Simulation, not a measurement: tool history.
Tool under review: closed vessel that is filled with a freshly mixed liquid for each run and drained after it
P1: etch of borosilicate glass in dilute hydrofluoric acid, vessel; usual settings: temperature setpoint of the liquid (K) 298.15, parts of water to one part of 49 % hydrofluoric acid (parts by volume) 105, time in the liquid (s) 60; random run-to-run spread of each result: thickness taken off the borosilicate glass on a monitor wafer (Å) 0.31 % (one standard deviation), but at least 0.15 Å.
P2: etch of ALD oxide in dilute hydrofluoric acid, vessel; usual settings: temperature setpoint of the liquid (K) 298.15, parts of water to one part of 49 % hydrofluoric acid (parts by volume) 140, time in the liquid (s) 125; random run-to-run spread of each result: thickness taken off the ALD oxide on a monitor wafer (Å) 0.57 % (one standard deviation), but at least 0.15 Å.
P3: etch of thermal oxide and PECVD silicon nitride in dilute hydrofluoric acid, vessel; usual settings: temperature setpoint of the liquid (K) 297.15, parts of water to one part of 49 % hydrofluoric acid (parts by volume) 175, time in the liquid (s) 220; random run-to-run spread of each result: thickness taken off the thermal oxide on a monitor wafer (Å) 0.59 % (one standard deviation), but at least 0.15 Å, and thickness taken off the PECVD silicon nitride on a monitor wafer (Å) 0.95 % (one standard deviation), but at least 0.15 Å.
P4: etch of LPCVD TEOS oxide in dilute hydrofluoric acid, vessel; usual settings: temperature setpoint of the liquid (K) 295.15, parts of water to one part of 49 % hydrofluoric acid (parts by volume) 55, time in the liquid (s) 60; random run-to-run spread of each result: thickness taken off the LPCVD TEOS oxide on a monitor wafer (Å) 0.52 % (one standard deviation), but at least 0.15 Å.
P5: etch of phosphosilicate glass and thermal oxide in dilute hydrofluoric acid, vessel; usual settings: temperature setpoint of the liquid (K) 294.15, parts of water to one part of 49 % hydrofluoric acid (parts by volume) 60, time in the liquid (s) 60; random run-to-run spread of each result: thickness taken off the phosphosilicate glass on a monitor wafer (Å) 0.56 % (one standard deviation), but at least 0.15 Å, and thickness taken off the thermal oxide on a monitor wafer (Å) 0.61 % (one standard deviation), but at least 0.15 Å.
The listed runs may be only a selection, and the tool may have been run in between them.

run	hour	process that ran	temperature setpoint of the liquid (K)	parts of water to one part of 49 % hydrofluoric acid (parts by volume)	time in the liquid (s)	thickness taken off the borosilicate glass on a monitor wafer (Å)	thickness taken off the LPCVD TEOS oxide on a monitor wafer (Å)	thickness taken off the thermal oxide on a monitor wafer (Å)	thickness taken off the PECVD silicon nitride on a monitor wafer (Å)	thickness taken off the phosphosilicate glass on a monitor wafer (Å)	thickness taken off the ALD oxide on a monitor wafer (Å)
1	5.1	P1	298.15	105	60	171.360					
2	8.8	P4	295.15	55	60		617.66				
3	14.2	P3	297.15	175	220			56.351	21.114		
4	20.4	P5	294.15	60	60			43.202		1869.60	
5	25.5	P5	294.15	110	60			22.483		961.97	
6	30.1	P1	298.15	105	60	171.470					
7	35.5	P1	298.15	160	60	104.970					
8	39.8	P1	293.65	105	60	143.730					
9	43.8	P1	298.15	170	35	57.458					
10	49.0	P1	298.15	50	60	386.610					
11	52.7	P2	298.15	140	210						145.210
12	56.2	P4	295.15	100	60		318.66				
13	59.7	P1	298.15	105	60	171.620					
14	65.9	P1	298.15	105	60	171.140					
15	71.9	P3	297.15	175	395			100.230	38.460		
16	75.7	P5	300.65	60	60			57.179		2440.90	
17	78.7	P4	295.15	55	105		1080.20				
18	81.9	P2	298.15	140	125						87.102
19	87.3	P3	291.15	175	220			44.234	14.448		
20	92.2	P4	290.15	55	60		501.26				
21	98.2	P1	298.15	105	90	257.320					
22	101.4	P1	298.15	105	60	171.260					
23	105.2	P3	297.15	175	220			55.762	21.036		
24	112.0	P3	297.15	40	220			286.030	89.410		
25	115.2	P4	295.15	55	60		619.93				
26	118.5	P5	294.15	60	30			21.634		934.02	
27	123.3	P2	298.15	45	125						306.800
28	130.0	P1	304.65	105	60	218.850					
29	134.4	P1	294.65	105	95	235.620					
30	140.0	P2	290.65	140	125						64.945
31	146.7	P1	298.15	105	30	85.956					
32	152.6	P1	298.15	105	60	171.180					
33	158.3	P1	298.15	105	60	175.440					
34	164.6	P1	298.15	105	60	178.210					
35	170.9	P1	298.15	105	60	179.700					
36	177.3	P1	298.15	105	60	180.880					
37	182.7	P1	298.15	105	60	182.890					
38	188.8	P1	298.15	105	60	183.210					
39	191.9	P1	298.15	105	60	183.330					
40	198.3	P1	298.15	105	60	184.730					
41	203.2	P1	298.15	105	60	184.940					

Run 42, settings as shown, results not yet in. Your forecast:
42	208.2	P1	298.15	105	60	?					

Run 42 measured thickness taken off the borosilicate glass on a monitor wafer (Å) 184.760.
